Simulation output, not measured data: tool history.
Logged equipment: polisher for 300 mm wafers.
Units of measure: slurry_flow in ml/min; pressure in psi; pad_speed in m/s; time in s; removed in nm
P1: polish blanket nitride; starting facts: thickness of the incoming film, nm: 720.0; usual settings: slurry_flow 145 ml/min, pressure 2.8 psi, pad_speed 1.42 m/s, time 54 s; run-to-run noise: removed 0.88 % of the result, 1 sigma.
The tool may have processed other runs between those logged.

| run | day | slurry_flow | pressure | pad_speed | time | wafers polished on this pad | hours since the slurry nozzle was cleaned | hours since the head pressure was calibrated | removed |
|---|---|---|---|---|---|---|---|---|---|
| 1 | 0.217 | 145 | 2.8 | 1.42 | 54 | 291 | 199.4 | 412.7 | 81.637 |
| 2 | 0.650 | 145 | 2.8 | 1.42 | 79 | 454 | 209.8 | 423.1 | 120.140 |
| 3 | 1.104 | 145 | 2.8 | 0.90 | 71 | 625 | 220.7 | 434.0 | 74.246 |
| 4 | 1.392 | 145 | 4.2 | 1.42 | 54 | 734 | 227.6 | 440.9 | 121.420 |
| 5 | 1.883 | 145 | 2.8 | 1.42 | 29 | 919 | 239.4 | 452.7 | 43.959 |
| 6 | 2.317 | 85 | 2.8 | 1.42 | 54 | 1082 | 249.8 | 463.1 | 71.631 |
| 7 | 2.796 | 145 | 2.8 | 1.42 | 54 | 1263 | 261.3 | 474.6 | 82.264 |
| 8 | 3.212 | 145 | 2.8 | 1.42 | 54 | 1420 | 271.3 | 484.6 | 81.388 |
| 9 | 3.596 | 145 | 2.8 | 2.14 | 54 | 1565 | 280.5 | 493.8 | 112.020 |
| 10 | 3.967 | 145 | 2.8 | 0.64 | 54 | 1704 | 289.4 | 502.7 | 43.515 |
| 11 | 4.300 | 145 | 1.7 | 1.42 | 54 | 1830 | 297.4 | 510.7 | 49.540 |
| 12 | 4.783 | 145 | 2.8 | 1.42 | 54 | 2012 | 309.0 | 522.3 | 81.335 |
| 13 | 5.083 | 185 | 2.8 | 1.42 | 54 | 2125 | 316.2 | 529.5 | 83.523 |
| 14 | 5.521 | 145 | 2.8 | 1.42 | 54 | 2290 | 326.7 | 540.0 | 82.578 |
| 15 | 5.742 | 145 | 2.8 | 1.42 | 54 | 2374 | 332.0 | 545.3 | 78.102 |
| 16 | 6.121 | 145 | 2.8 | 1.42 | 54 | 2517 | 341.1 | 554.4 | 77.697 |

Forecast run 17:
| 17 | 6.542 | 145 | 2.8 | 1.42 | 54 | 2675 | 351.2 | 564.5 | ? |

{"run 17": {"removed": 76.618}}
